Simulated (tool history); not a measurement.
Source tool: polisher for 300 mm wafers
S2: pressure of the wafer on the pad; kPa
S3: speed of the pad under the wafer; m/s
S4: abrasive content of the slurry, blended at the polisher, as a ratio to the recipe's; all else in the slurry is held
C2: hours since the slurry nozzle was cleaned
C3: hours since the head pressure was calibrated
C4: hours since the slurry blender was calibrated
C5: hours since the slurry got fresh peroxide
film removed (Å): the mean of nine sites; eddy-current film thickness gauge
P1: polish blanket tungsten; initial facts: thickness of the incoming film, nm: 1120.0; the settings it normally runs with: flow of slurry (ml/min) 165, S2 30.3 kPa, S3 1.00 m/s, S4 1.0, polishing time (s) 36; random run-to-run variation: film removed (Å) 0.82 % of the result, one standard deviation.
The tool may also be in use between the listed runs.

run 1 hour=6.0 | flow_of_slurry_(ml/min)=165 S2=30.3 S3=1.00 S4=1.0 polishing_time_(s)=36 | wafers_polished_on_this_pad=719 C2=94.9 C3=269.5 C4=127.8 C5=97.6 | film_removed_(Å)=2320.9
run 2 hour=11.5 | flow_of_slurry_(ml/min)=165 S2=30.3 S3=1.00 S4=1.0 polishing_time_(s)=36 | wafers_polished_on_this_pad=782 C2=100.4 C3=275.0 C4=133.3 C5=103.1 | film_removed_(Å)=2282.4
run 3 hour=16.6 | flow_of_slurry_(ml/min)=165 S2=30.3 S3=0.72 S4=1.0 polishing_time_(s)=23 | wafers_polished_on_this_pad=840 C2=105.5 C3=280.1 C4=138.4 C5=108.2 | film_removed_(Å)=1055.8
run 4 hour=20.7 | flow_of_slurry_(ml/min)=165 S2=44.8 S3=1.00 S4=1.0 polishing_time_(s)=36 | wafers_polished_on_this_pad=887 C2=109.6 C3=284.2 C4=142.5 C5=112.3 | film_removed_(Å)=3393.2
-- hour=25.3 slurry tank refilled with fresh slurry and peroxide
run 5 hour=26.1 | flow_of_slurry_(ml/min)=100 S2=30.3 S3=1.00 S4=1.0 polishing_time_(s)=36 | wafers_polished_on_this_pad=949 C2=115.0 C3=289.6 C4=147.9 C5=0.9 | film_removed_(Å)=2054.4
run 6 hour=33.2 | flow_of_slurry_(ml/min)=165 S2=30.3 S3=1.00 S4=1.0 polishing_time_(s)=17 | wafers_polished_on_this_pad=1030 C2=122.1 C3=296.7 C4=155.0 C5=8.0 | film_removed_(Å)=1072.8
run 7 hour=40.2 | flow_of_slurry_(ml/min)=165 S2=30.3 S3=0.72 S4=1.0 polishing_time_(s)=36 | wafers_polished_on_this_pad=1110 C2=129.1 C3=303.7 C4=162.0 C5=15.0 | film_removed_(Å)=1645.7
run 8 hour=46.8 | flow_of_slurry_(ml/min)=165 S2=30.3 S3=1.38 S4=1.0 polishing_time_(s)=36 | wafers_polished_on_this_pad=1186 C2=135.7 C3=310.3 C4=168.6 C5=21.6 | film_removed_(Å)=3133.7
run 9 hour=52.6 | flow_of_slurry_(ml/min)=165 S2=30.3 S3=1.00 S4=1.0 polishing_time_(s)=36 | wafers_polished_on_this_pad=1252 C2=141.5 C3=316.1 C4=174.4 C5=27.4 | film_removed_(Å)=2277.6
run 10 hour=56.7 | flow_of_slurry_(ml/min)=165 S2=30.3 S3=1.00 S4=1.0 polishing_time_(s)=49 | wafers_polished_on_this_pad=1299 C2=145.6 C3=320.2 C4=178.5 C5=31.5 | film_removed_(Å)=3110.1
-- hour=58.0 slurry blender recalibrated
run 11 hour=60.7 | flow_of_slurry_(ml/min)=165 S2=30.3 S3=1.00 S4=1.0 polishing_time_(s)=36 | wafers_polished_on_this_pad=1345 C2=149.6 C3=324.2 C4=2.7 C5=35.5 | film_removed_(Å)=2305.2
run 12 hour=64.0 | flow_of_slurry_(ml/min)=240 S2=30.3 S3=1.00 S4=1.0 polishing_time_(s)=36 | wafers_polished_on_this_pad=1382 C2=152.9 C3=327.5 C4=6.0 C5=38.8 | film_removed_(Å)=2394.6
run 13 hour=68.3 | flow_of_slurry_(ml/min)=165 S2=30.3 S3=1.00 S4=1.0 polishing_time_(s)=36 | wafers_polished_on_this_pad=1431 C2=157.2 C3=331.8 C4=10.3 C5=43.1 | film_removed_(Å)=2267.9
run 14 hour=72.2 | flow_of_slurry_(ml/min)=165 S2=30.3 S3=1.00 S4=1.0 polishing_time_(s)=36 | wafers_polished_on_this_pad=1476 C2=161.1 C3=335.7 C4=14.2 C5=47.0 | film_removed_(Å)=2272.7
run 15 hour=75.8 | flow_of_slurry_(ml/min)=165 S2=30.3 S3=1.00 S4=1.4 polishing_time_(s)=36 | wafers_polished_on_this_pad=1517 C2=164.7 C3=339.3 C4=17.8 C5=50.6 | film_removed_(Å)=2446.1
run 16 hour=82.4 | flow_of_slurry_(ml/min)=165 S2=30.3 S3=1.00 S4=0.7 polishing_time_(s)=36 | wafers_polished_on_this_pad=1593 C2=171.3 C3=345.9 C4=24.4 C5=57.2 | film_removed_(Å)=2115.9
run 17 hour=89.2 | flow_of_slurry_(ml/min)=165 S2=22.1 S3=1.00 S4=1.0 polishing_time_(s)=36 | wafers_polished_on_this_pad=1670 C2=178.1 C3=352.7 C4=31.2 C5=64.0 | film_removed_(Å)=1676.1
run 18 hour=92.3 | flow_of_slurry_(ml/min)=165 S2=30.3 S3=1.00 S4=1.0 polishing_time_(s)=36 | wafers_polished_on_this_pad=1706 C2=181.2 C3=355.8 C4=34.3 C5=67.1 | film_removed_(Å)=2291.7
run 19 hour=95.4 | flow_of_slurry_(ml/min)=165 S2=15.9 S3=1.00 S4=1.0 polishing_time_(s)=50 | wafers_polished_on_this_pad=1741 C2=184.3 C3=358.9 C4=37.4 C5=70.2 | film_removed_(Å)=1642.5
run 20 hour=102.7 | flow_of_slurry_(ml/min)=165 S2=30.3 S3=1.00 S4=1.0 polishing_time_(s)=36 | wafers_polished_on_this_pad=1825 C2=191.6 C3=366.2 C4=44.7 C5=77.5 | film_removed_(Å)=2294.9
run 21 hour=109.6 | flow_of_slurry_(ml/min)=165 S2=30.3 S3=1.00 S4=1.0 polishing_time_(s)=36 | wafers_polished_on_this_pad=1904 C2=198.5 C3=373.1 C4=51.6 C5=84.4 | film_removed_(Å)=2227.3
run 22 hour=112.7 | flow_of_slurry_(ml/min)=165 S2=30.3 S3=1.00 S4=1.0 polishing_time_(s)=36 | wafers_polished_on_this_pad=1939 C2=201.6 C3=376.2 C4=54.7 C5=87.5 | film_removed_(Å)=2178.3
run 23 hour=116.5 | flow_of_slurry_(ml/min)=165 S2=30.3 S3=1.00 S4=1.0 polishing_time_(s)=36 | wafers_polished_on_this_pad=1983 C2=205.4 C3=380.0 C4=58.5 C5=91.3 | film_removed_(Å)=2197.2
run 24 hour=119.6 | flow_of_slurry_(ml/min)=165 S2=30.3 S3=1.00 S4=1.0 polishing_time_(s)=36 | wafers_polished_on_this_pad=2018 C2=208.5 C3=383.1 C4=61.6 C5=94.4 | film_removed_(Å)=2167.9
run 25 hour=123.0 | flow_of_slurry_(ml/min)=165 S2=30.3 S3=1.00 S4=1.0 polishing_time_(s)=36 | wafers_polished_on_this_pad=2057 C2=211.9 C3=386.5 C4=65.0 C5=97.8 | film_removed_(Å)=2185.3
-- hour=127.2 head pressure recalibrated
run 26 hour=127.7 | flow_of_slurry_(ml/min)=165 S2=30.3 S3=1.00 S4=1.0 polishing_time_(s)=36 | wafers_polished_on_this_pad=2111 C2=216.6 C3=0.5 C4=69.7 C5=102.5 | film_removed_(Å)=2147.0
-- hour=132.0 worn pad replaced by a new one
run 27 hour=132.2 | flow_of_slurry_(ml/min)=165 S2=30.3 S3=1.00 S4=1.0 polishing_time_(s)=36 | wafers_polished_on_this_pad=2 C2=221.1 C3=5.0 C4=74.2 C5=107.0 | film_removed_(Å)=2123.1
-- hour=138.7 slurry blender recalibrated
run 28 hour=139.4 | flow_of_slurry_(ml/min)=165 S2=30.3 S3=1.00 S4=1.0 polishing_time_(s)=36 | wafers_polished_on_this_pad=84 C2=228.3 C3=12.2 C4=0.8 C5=114.2 | film_removed_(Å)=2146.0
run 29 hour=142.7 | flow_of_slurry_(ml/min)=165 S2=30.3 S3=1.00 S4=1.0 polishing_time_(s)=36 | wafers_polished_on_this_pad=122 C2=231.6 C3=15.5 C4=4.1 C5=117.5 | film_removed_(Å)=2106.0
run 30 hour=146.3 | flow_of_slurry_(ml/min)=165 S2=30.3 S3=1.00 S4=1.0 polishing_time_(s)=36 | wafers_polished_on_this_pad=163 C2=235.2 C3=19.1 C4=7.7 C5=121.1 | film_removed_(Å)=2085.0
run 31 hour=151.4 | flow_of_slurry_(ml/min)=165 S2=30.3 S3=1.00 S4=1.0 polishing_time_(s)=36 | wafers_polished_on_this_pad=222 C2=240.3 C3=24.2 C4=12.8 C5=126.2 | film_removed_(Å)=2106.0

Something has made what P1 gives creep away from where it was; the 2 causes below, each at its own stated size, fit the log equally well:
A: peroxide lost from the slurry, % = 17
B: slurry flow missing at the pad, % = 31.7
The gradual shift began around hour 102.7.
All other causes, with the reason each is excluded:
removal rate lost through wear of the pad, %: serviced at hour 132.0, after the change had begun; the process did not return to its earlier output
head's pressure below its setpoint, %: serviced at hour 127.2, after the change had begun; the process did not return to its earlier output
abrasive missing from the slurry, %: serviced at hour 138.7, after the change had begun; the process did not return to its earlier output

Which of the 4 check runs listed below, each an average over 3 wafers with its results shown as question marks, gives clearly different results under the different listed causes?
run check 1 hour=156.5 | flow_of_slurry_(ml/min)=165 S2=30.3 S3=1.00 S4=1.3 polishing_time_(s)=36 | film_removed_(Å)=?
run check 2 hour=156.5 | flow_of_slurry_(ml/min)=165 S2=30.3 S3=1.00 S4=0.8 polishing_time_(s)=17 | film_removed_(Å)=?
run check 3 hour=156.5 | flow_of_slurry_(ml/min)=100 S2=37.2 S3=1.00 S4=1.0 polishing_time_(s)=36 | film_removed_(Å)=?
run check 4 hour=156.5 | flow_of_slurry_(ml/min)=165 S2=30.3 S3=1.24 S4=1.0 polishing_time_(s)=36 | film_removed_(Å)=?

How each check would come out, cause by cause:
check=check_1 result=film_removed_(Å) if_A=2260.20 if_B=2260.70
check=check_2 result=film_removed_(Å) if_A=951.33 if_B=951.56
check=check_3 result=film_removed_(Å) if_A=2356.50 if_B=2264.30
check=check_4 result=film_removed_(Å) if_A=2632.00 if_B=2632.60
Smallest distance between any two causes, each pair judged by its most separating result, in per cent: check 1 0.02 %; check 2 0.02 %; check 3 3.99 %; check 4 0.02 %
Only in check 3 would the causes give clearly different results; in the remaining checks their results would be nearly the same.

Running check 3 produced the following: film removed (Å) 2258.90. Which one of the listed causes fits?

B is the cause: slurry flow missing at the pad, %.
